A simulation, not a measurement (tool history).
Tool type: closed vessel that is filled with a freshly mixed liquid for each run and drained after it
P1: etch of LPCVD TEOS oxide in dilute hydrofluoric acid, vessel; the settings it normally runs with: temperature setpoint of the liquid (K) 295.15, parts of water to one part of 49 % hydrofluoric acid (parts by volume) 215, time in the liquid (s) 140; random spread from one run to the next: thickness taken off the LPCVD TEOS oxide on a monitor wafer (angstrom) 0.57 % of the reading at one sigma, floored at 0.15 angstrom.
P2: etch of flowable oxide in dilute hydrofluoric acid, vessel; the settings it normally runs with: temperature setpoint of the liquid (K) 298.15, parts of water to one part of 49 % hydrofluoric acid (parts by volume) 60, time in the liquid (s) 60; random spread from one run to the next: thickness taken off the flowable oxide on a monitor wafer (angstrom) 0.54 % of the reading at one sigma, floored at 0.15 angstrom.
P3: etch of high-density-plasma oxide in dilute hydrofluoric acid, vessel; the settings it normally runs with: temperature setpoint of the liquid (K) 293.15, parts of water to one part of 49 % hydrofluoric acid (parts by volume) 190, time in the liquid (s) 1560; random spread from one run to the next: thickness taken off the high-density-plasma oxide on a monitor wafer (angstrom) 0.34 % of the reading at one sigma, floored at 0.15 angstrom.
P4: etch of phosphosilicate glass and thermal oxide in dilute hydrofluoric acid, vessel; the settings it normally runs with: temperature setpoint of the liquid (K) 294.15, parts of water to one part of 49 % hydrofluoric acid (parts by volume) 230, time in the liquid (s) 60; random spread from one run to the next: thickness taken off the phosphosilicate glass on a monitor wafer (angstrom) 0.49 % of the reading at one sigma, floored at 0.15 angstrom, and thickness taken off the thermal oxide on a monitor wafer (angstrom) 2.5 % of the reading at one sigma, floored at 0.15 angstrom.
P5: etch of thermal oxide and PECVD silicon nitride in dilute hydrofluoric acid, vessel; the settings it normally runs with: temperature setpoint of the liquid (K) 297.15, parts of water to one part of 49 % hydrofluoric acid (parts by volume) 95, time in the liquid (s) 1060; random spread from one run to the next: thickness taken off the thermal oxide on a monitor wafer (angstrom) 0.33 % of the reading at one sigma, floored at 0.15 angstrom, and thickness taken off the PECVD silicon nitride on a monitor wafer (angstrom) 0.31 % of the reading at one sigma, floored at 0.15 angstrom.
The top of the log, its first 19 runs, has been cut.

run,hour,process that ran,temperature setpoint of the liquid (K),parts of water to one part of 49 % hydrofluoric acid (parts by volume),time in the liquid (s),thickness taken off the LPCVD TEOS oxide on a monitor wafer (angstrom),thickness taken off the high-density-plasma oxide on a monitor wafer (angstrom),thickness taken off the thermal oxide on a monitor wafer (angstrom),thickness taken off the PECVD silicon nitride on a monitor wafer (angstrom),thickness taken off the phosphosilicate glass on a monitor wafer (angstrom),thickness taken off the flowable oxide on a monitor wafer (angstrom)
20,252.7,P4,302.15,230,60,,,12.965,,177.37,
21,265,P5,297.15,95,1635,,,849.41,585.47,,
22,274.5,P5,297.15,95,1060,,,551.28,378.32,,
23,289.3,P2,298.15,60,60,,,,,,390.9
24,300.8,P5,297.15,95,1060,,,548.46,379.27,,
25,309,P1,295.15,215,140,184.25,,,,,
26,321.6,P1,295.15,330,140,107.82,,,,,
27,336.3,P1,295.15,110,140,404.82,,,,,
28,349.6,P3,293.15,190,1560,,328.26,,,,
29,364.7,P1,295.15,325,35,27.497,,,,,
30,375.8,P3,293.15,190,1560,,331.22,,,,
31,384.8,P1,290.65,145,140,247.9,,,,,
32,392.1,P2,298.15,60,60,,,,,,385.68
33,404.8,P2,306.15,60,60,,,,,,530.26
34,420.2,P2,298.15,20,60,,,,,,1237.3
35,434.3,P1,295.15,215,140,183.33,,,,,
36,445,P1,295.15,215,140,190.15,,,,,
37,455.2,P1,295.15,215,140,191.77,,,,,
38,470.3,P1,295.15,215,140,196.09,,,,,
39,481.4,P1,295.15,215,140,197.05,,,,,

For run 40, what comes out?
40,492.1,P1,295.15,215,140,?,,,,,

Run 40 yielded thickness taken off the LPCVD TEOS oxide on a monitor wafer (angstrom) 196.75.
